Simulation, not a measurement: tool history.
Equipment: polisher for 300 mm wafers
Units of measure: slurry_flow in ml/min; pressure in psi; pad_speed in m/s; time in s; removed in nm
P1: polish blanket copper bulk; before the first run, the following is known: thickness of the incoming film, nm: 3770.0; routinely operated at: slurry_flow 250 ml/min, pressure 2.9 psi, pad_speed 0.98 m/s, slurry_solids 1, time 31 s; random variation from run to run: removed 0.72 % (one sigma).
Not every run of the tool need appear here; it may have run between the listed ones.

run    day  slurry_flow  pressure  pad_speed  slurry_solids  time  wafers polished on this pad  hours since the slurry nozzle was cleaned  hours since the head pressure was calibrated  hours since the slurry blender was calibrated  removed
  1  0.204          250       2.9       0.98              1    31                          268                                      232.6                                           223                                          200.2   271.54
  2    0.4          250       2.9       0.98              1    45                          313                                      237.3                                         227.7                                          204.9    391.6
  3  0.592          250       2.9       0.98              1    31                          357                                      241.9                                         232.3                                          209.5   272.29
  4   0.85          250       2.9       0.98           0.55    31                          416                                      248.1                                         238.5                                          215.7   238.76
  5  1.108          250       2.9       1.44              1    31                          475                                      254.3                                         244.7                                          221.9   400.01
     1.212  -- slurry blender recalibrated
  6  1.317          250       2.9       0.98              1    14                          523                                      259.3                                         249.7                                            2.6   122.36
  7  1.525          180       2.9       0.98              1    17                          571                                      264.3                                         254.7                                            7.6   141.76
  8  1.721          250       2.9       1.48            0.8    31                          615                                        269                                         259.4                                           12.3   393.34
  9    1.9          250       1.4       0.98              1    31                          656                                      273.3                                         263.7                                           16.6   129.82
 10  2.154          250       2.9       0.98              1    31                          715                                      279.4                                         269.8                                           22.7   269.08
 11  2.333          250       2.9       0.98           1.25    31                          756                                      283.7                                         274.1                                             27   282.58
 12  2.588          345       2.9       0.98              1    31                          814                                      289.8                                         280.2                                           33.1   280.05
 13  2.783          150       2.9       0.98              1    31                          858                                      294.5                                         284.9                                           37.8   250.94
 14  2.925          250       2.9       0.98              1    31                          891                                      297.9                                         288.3                                           41.2   270.66
 15  3.179          250       2.9        0.5              1    31                          949                                        304                                         294.4                                           47.3   137.64
 16  3.317          250       4.4       0.98              1    31                          981                                      307.3                                         297.7                                           50.6   411.11
 17   3.45          250       2.9       0.98              1    31                         1011                                      310.5                                         300.9                                           53.8    272.9
 18  3.612          250       2.9       0.98              1    31                         1048                                      314.4                                         304.8                                           57.7   268.07
 19  3.808          250       2.9       0.98              1    31                         1093                                      319.1                                         309.5                                           62.4   260.91
 20  3.925          250       2.9       0.98              1    31                         1120                                      321.9                                         312.3                                           65.2   261.06
     3.958  -- slurry blender recalibrated
     3.979  -- worn pad replaced by a new one
 21  4.138          250       2.9       0.98              1    31                           36                                        327                                         317.4                                            4.3   256.26
 22  4.296          250       2.9       0.98              1    31                           72                                      330.8                                         321.2                                            8.1   254.44
 23  4.554          250       2.9       0.98              1    31                          132                                        337                                         327.4                                           14.3   254.39
 24  4.804          250       2.9       0.98              1    31                          189                                        343                                         333.4                                           20.3   257.81

What P1 gives has crept away from where it was. These 2 causes fit the log equally well, each at the size given:
A: head's pressure below its setpoint, % = 6.03
B: slurry flow missing at the pad, % = 37.1
The gradual shift began around day 3.45.
Every other cause this tool's parts could produce, and why it does not fit the log:
removal rate lost through wear of the pad, %: serviced after onset, at day 3.979, with no recovery of the prior output
abrasive missing from the slurry, %: serviced after onset, at day 3.958, with no recovery of the prior output

Of the 4 check runs below, each run on 2 wafers with the results averaged and each result still a question mark, which one would tell the listed causes apart?
check 1  5.054          250       2.9       0.72              1    15                                                                                                                                                                             ?
check 2  5.054          250       2.9       1.22            0.6    31                                                                                                                                                                             ?
check 3  5.054          250       1.8       0.64              1    31                                                                                                                                                                             ?
check 4  5.054          150       1.6       0.98              1    31                                                                                                                                                                             ?

If the cause were each of the candidates in turn, the checks would give the following:
  check   result    if A    if B
check 1  removed  90.257  90.266
check 2  removed  284.25  284.28
check 3  removed  102.91  102.92
check 4  removed   130.6  125.84
Separation of the two closest causes in each check, using whichever result separates them best: check 1 0.01 %; check 2 0.01 %; check 3 0.01 %; check 4 3.72 %
The causes can be told apart only by check 4. The other checks would give nearly the same results under each of them.

With check 4 done, the readings were: removed 126.31 nm. Identify which of the listed causes applies.

The correct cause is B, namely: slurry flow missing at the pad, %.
